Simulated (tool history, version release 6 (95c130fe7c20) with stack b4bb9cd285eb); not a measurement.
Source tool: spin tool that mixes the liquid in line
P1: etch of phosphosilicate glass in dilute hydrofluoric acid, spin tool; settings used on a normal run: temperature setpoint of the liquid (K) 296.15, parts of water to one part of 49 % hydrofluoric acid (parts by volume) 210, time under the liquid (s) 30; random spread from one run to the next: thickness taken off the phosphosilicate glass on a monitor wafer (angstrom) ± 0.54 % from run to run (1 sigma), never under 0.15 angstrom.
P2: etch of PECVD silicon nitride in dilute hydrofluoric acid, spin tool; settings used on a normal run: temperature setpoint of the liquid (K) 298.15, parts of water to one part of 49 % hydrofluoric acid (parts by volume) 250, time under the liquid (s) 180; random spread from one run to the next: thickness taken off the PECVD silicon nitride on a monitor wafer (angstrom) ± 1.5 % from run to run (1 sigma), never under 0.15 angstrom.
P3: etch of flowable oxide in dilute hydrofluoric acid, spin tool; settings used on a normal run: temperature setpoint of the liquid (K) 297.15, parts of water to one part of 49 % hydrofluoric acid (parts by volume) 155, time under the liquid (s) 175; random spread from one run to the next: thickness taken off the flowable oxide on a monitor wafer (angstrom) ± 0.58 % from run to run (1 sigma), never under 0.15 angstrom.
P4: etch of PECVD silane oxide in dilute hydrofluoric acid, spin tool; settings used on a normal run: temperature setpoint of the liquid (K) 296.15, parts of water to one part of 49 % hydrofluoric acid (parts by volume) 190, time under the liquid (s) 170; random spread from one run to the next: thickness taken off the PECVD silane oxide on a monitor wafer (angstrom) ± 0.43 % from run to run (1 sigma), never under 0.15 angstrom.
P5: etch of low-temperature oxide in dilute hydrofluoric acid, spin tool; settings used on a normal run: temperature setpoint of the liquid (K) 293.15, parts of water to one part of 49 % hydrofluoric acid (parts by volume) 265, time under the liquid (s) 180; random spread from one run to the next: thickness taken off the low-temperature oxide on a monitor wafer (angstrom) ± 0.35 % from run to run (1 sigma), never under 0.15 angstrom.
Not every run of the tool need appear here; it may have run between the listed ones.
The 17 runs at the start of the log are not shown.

run	day	process that ran	temperature setpoint of the liquid (K)	parts of water to one part of 49 % hydrofluoric acid (parts by volume)	time under the liquid (s)	thickness taken off the phosphosilicate glass on a monitor wafer (angstrom)	thickness taken off the PECVD silicon nitride on a monitor wafer (angstrom)	thickness taken off the low-temperature oxide on a monitor wafer (angstrom)	thickness taken off the flowable oxide on a monitor wafer (angstrom)	thickness taken off the PECVD silane oxide on a monitor wafer (angstrom)
18	8.508	P5	293.15	265	180			86.733		
19	8.846	P1	296.15	210	30	73.253				
20	9.179	P2	298.15	250	75		7.4843			
21	9.571	P2	298.15	250	180		17.6210			
22	10.150	P5	300.65	265	180			113.130		
23	10.588	P1	296.15	210	30	72.536				
24	11.208	P1	301.65	210	30	89.928				
25	11.879	P4	296.15	190	170					129.56
26	12.550	P3	302.15	155	175				702.89	
27	13.067	P4	296.15	190	290					219.57
28	13.679	P1	290.15	210	30	58.737				
29	14.296	P1	296.15	210	30	72.988				
30	14.946	P1	296.15	210	30	70.083				
31	15.246	P1	296.15	210	30	69.826				
32	15.858	P1	296.15	210	30	68.922				
33	16.483	P1	296.15	210	30	67.589				

Run 34 comes next. What will it give?
34	16.996	P1	296.15	210	30	?				

thickness taken off the phosphosilicate glass on a monitor wafer (angstrom): 66.800
